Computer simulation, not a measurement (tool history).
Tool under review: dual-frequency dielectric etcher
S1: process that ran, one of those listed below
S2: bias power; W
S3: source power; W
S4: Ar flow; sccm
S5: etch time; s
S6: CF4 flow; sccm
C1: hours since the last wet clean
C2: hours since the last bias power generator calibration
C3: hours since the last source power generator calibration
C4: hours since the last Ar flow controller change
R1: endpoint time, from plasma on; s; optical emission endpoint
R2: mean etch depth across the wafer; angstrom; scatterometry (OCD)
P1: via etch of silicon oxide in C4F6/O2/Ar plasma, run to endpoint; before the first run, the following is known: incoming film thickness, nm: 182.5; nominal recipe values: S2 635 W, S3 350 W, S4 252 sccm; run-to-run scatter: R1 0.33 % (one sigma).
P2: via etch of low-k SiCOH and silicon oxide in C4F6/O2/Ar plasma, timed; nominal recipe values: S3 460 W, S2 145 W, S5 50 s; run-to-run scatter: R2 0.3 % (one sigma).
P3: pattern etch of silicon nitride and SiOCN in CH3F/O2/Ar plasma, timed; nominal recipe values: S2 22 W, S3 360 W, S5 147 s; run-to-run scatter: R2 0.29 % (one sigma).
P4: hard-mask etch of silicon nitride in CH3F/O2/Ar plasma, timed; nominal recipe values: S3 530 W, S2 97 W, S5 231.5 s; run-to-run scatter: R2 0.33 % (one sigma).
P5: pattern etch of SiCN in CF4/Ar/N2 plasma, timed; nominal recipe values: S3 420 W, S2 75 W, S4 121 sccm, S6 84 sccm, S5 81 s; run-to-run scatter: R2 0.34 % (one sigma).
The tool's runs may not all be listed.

| run | day | S1 | S2 | S3 | S4 | S5 | S6 | C1 | C2 | C3 | C4 | R1 | R2 |
|---|---|---|---|---|---|---|---|---|---|---|---|---|---|
| 1 | 0.396 | P1 | 635 | 350 | 252 |  |  | 358.1 | 321.6 | 934.5 | 788.8 | 38.885 |  |
| 2 | 0.875 | P4 | 97 | 530 |  | 231.5 |  | 369.6 | 333.1 | 946 | 800.3 |  | 1943.2 |
| 3 | 1.571 | P1 | 635 | 350 | 252 |  |  | 386.3 | 349.8 | 962.7 | 817 | 39.067 |  |
| 4 | 2.088 | P5 | 75 | 550 | 121 | 81 | 84 | 398.7 | 362.2 | 975.1 | 829.4 |  | 809.76 |
| 5 | 2.417 | P3 | 22 | 260 |  | 147 |  | 406.6 | 370.1 | 983 | 837.3 |  | 166.86 |
| 6 | 3.029 | P2 | 145 | 460 |  | 73.5 |  | 421.3 | 384.8 | 997.7 | 852 |  | 1821.4 |
| 7 | 3.479 | P1 | 635 | 350 | 252 |  |  | 432.1 | 395.6 | 1008.5 | 862.8 | 38.941 |  |
|  | 3.954 | Ar flow controller replaced |
| 8 | 4.112 | P1 | 635 | 440 | 252 |  |  | 447.3 | 410.8 | 1023.7 | 3.8 | 35.707 |  |
| 9 | 4.446 | P5 | 75 | 420 | 121 | 81 | 61 | 455.3 | 418.8 | 1031.7 | 11.8 |  | 608.18 |
| 10 | 4.846 | P1 | 635 | 350 | 348 |  |  | 464.9 | 428.4 | 1041.3 | 21.4 | 40.174 |  |
| 11 | 5.562 | P2 | 145 | 460 |  | 50 |  | 482.1 | 445.6 | 1058.5 | 38.6 |  | 1239.5 |
| 12 | 5.954 | P2 | 177 | 460 |  | 50 |  | 491.5 | 455 | 1067.9 | 48 |  | 1315.3 |
| 13 | 6.371 | P1 | 437 | 350 | 252 |  |  | 501.5 | 465 | 1077.9 | 58 | 44.637 |  |
| 14 | 6.729 | P4 | 97 | 530 |  | 231.5 |  | 510.1 | 473.6 | 1086.5 | 66.6 |  | 1940.5 |
| 15 | 7.058 | P3 | 22 | 360 |  | 147 |  | 518 | 481.5 | 1094.4 | 74.5 |  | 187.31 |
| 16 | 7.383 | P1 | 811 | 240 | 252 |  |  | 525.8 | 489.3 | 1102.2 | 82.3 | 40.177 |  |
| 17 | 7.771 | P1 | 635 | 350 | 252 |  |  | 535.1 | 498.6 | 1111.5 | 91.6 | 38.672 |  |
| 18 | 8.196 | P5 | 75 | 420 | 121 | 81 | 84 | 545.3 | 508.8 | 1121.7 | 101.8 |  | 640.52 |
| 19 | 8.688 | P2 | 145 | 290 |  | 50 |  | 557.1 | 520.6 | 1133.5 | 113.6 |  | 1031.9 |
|  | 9.033 | bias power generator calibrated |
| 20 | 9.25 | P5 | 55 | 420 | 121 | 81 | 84 | 570.6 | 5.2 | 1147 | 127.1 |  | 574.32 |
| 21 | 9.779 | P3 | 22 | 360 |  | 147 |  | 583.3 | 17.9 | 1159.7 | 139.8 |  | 186.88 |
| 22 | 10.421 | P5 | 75 | 420 | 121 | 44.5 | 84 | 598.7 | 33.3 | 1175.1 | 155.2 |  | 351.41 |
| 23 | 10.846 | P4 | 97 | 380 |  | 231.5 |  | 608.9 | 43.5 | 1185.3 | 165.4 |  | 1719.4 |
| 24 | 11.567 | P3 | 27 | 360 |  | 147 |  | 626.2 | 60.8 | 1202.6 | 182.7 |  | 205.45 |
| 25 | 11.896 | P1 | 635 | 260 | 252 |  |  | 634.1 | 68.7 | 1210.5 | 190.6 | 43.154 |  |
| 26 | 12.571 | P5 | 75 | 420 | 149 | 81 | 84 | 650.3 | 84.9 | 1226.7 | 206.8 |  | 623.36 |
| 27 | 12.908 | P4 | 73 | 530 |  | 231.5 |  | 658.4 | 93 | 1234.8 | 214.9 |  | 1754.2 |
| 28 | 13.304 | P3 | 22 | 360 |  | 87 |  | 667.9 | 102.5 | 1244.3 | 224.4 |  | 109.99 |
| 29 | 13.742 | P1 | 482 | 350 | 311 |  |  | 678.4 | 113 | 1254.8 | 234.9 | 44.053 |  |
| 30 | 14.271 | P4 | 97 | 530 |  | 296.5 |  | 691.1 | 125.7 | 1267.5 | 247.6 |  | 2495.9 |
| 31 | 14.962 | P1 | 890 | 350 | 252 |  |  | 707.7 | 142.3 | 1284.1 | 264.2 | 34.128 |  |
| 32 | 15.612 | P1 | 635 | 350 | 252 |  |  | 723.3 | 157.9 | 1299.7 | 279.8 | 38.783 |  |
| 33 | 16.112 | P1 | 635 | 350 | 156 |  |  | 735.3 | 169.9 | 1311.7 | 291.8 | 36.828 |  |
| 34 | 16.708 | P1 | 635 | 350 | 252 |  |  | 749.6 | 184.2 | 1326 | 306.1 | 38.692 |  |
| 35 | 17.392 | P1 | 635 | 350 | 252 |  |  | 766 | 200.6 | 1342.4 | 322.5 | 38.335 |  |
| 36 | 17.842 | P1 | 635 | 350 | 252 |  |  | 776.8 | 211.4 | 1353.2 | 333.3 | 38.272 |  |
| 37 | 18.204 | P1 | 635 | 350 | 252 |  |  | 785.5 | 220.1 | 1361.9 | 342 | 38.196 |  |
| 38 | 18.679 | P1 | 635 | 350 | 252 |  |  | 796.9 | 231.5 | 1373.3 | 353.4 | 38.086 |  |
| 39 | 19.367 | P1 | 635 | 350 | 252 |  |  | 813.4 | 248 | 1389.8 | 369.9 | 38.064 |  |
| 40 | 19.708 | P1 | 635 | 350 | 252 |  |  | 821.6 | 256.2 | 1398 | 378.1 | 38.073 |  |
|  | 19.754 | Ar flow controller replaced |
| 41 | 20.321 | P1 | 635 | 350 | 252 |  |  | 836.3 | 270.9 | 1412.7 | 13.6 | 38.206 |  |
|  | 20.375 | wet clean of the chamber |
| 42 | 20.892 | P1 | 635 | 350 | 252 |  |  | 12.4 | 284.6 | 1426.4 | 27.3 | 37.863 |  |
| 43 | 21.242 | P1 | 635 | 350 | 252 |  |  | 20.8 | 293 | 1434.8 | 35.7 | 38.064 |  |
| 44 | 21.725 | P1 | 635 | 350 | 252 |  |  | 32.4 | 304.6 | 1446.4 | 47.3 | 37.77 |  |

P1 no longer gives what it gave before; its output has crept away from where it was. The following 2 causes, each at its listed size, fit the log equally well:
A: source power that arrives over what is set, % = 4.92
B: bias power that arrives over what is set, % = 4.6
The gradual shift began around day 16.708.
Excluded causes, each with its reason:
chamber walls in a state that raises the etch rate, %: its service at day 20.375 followed the start of the drift and did not put the process back to its old value
Ar flow that arrives under what is set, %: its service at day 19.754 followed the start of the drift and did not put the process back to its old value

Of the 4 check runs listed below, each run on one wafer and each result written as a question mark, which would let you distinguish the listed causes because they would give clearly different results?
| check 1 | 22.208 | P3 | 22 | 360 |  | 147 |  |  |  |  |  |  | ? |
| check 2 | 22.208 | P5 | 75 | 420 | 121 | 81 | 84 |  |  |  |  |  | ? |
| check 3 | 22.208 | P2 | 145 | 460 |  | 50 |  |  |  |  |  |  | ? |
| check 4 | 22.208 | P4 | 97 | 530 |  | 231.5 |  |  |  |  |  |  | ? |

What each check would give under each cause:
| check | result | if A | if B |
|---|---|---|---|
| check 1 | R2 | 189.67 | 190.36 |
| check 2 | R2 | 668.05 | 650.76 |
| check 3 | R2 | 1261.4 | 1254.3 |
| check 4 | R2 | 1980.5 | 1976.9 |
Per-check spread between the two closest causes, in the result where they differ most: check 1 0.36 %; check 2 2.62 %; check 3 0.56 %; check 4 0.18 %
Check 2 is the one run that separates the causes; every other check would come out nearly the same whichever cause is at work.

After running check 2, the following was obtained: R2 653.95 angstrom. Which cause does this point to?

Of the candidate causes, it is B: bias power that arrives over what is set, %.
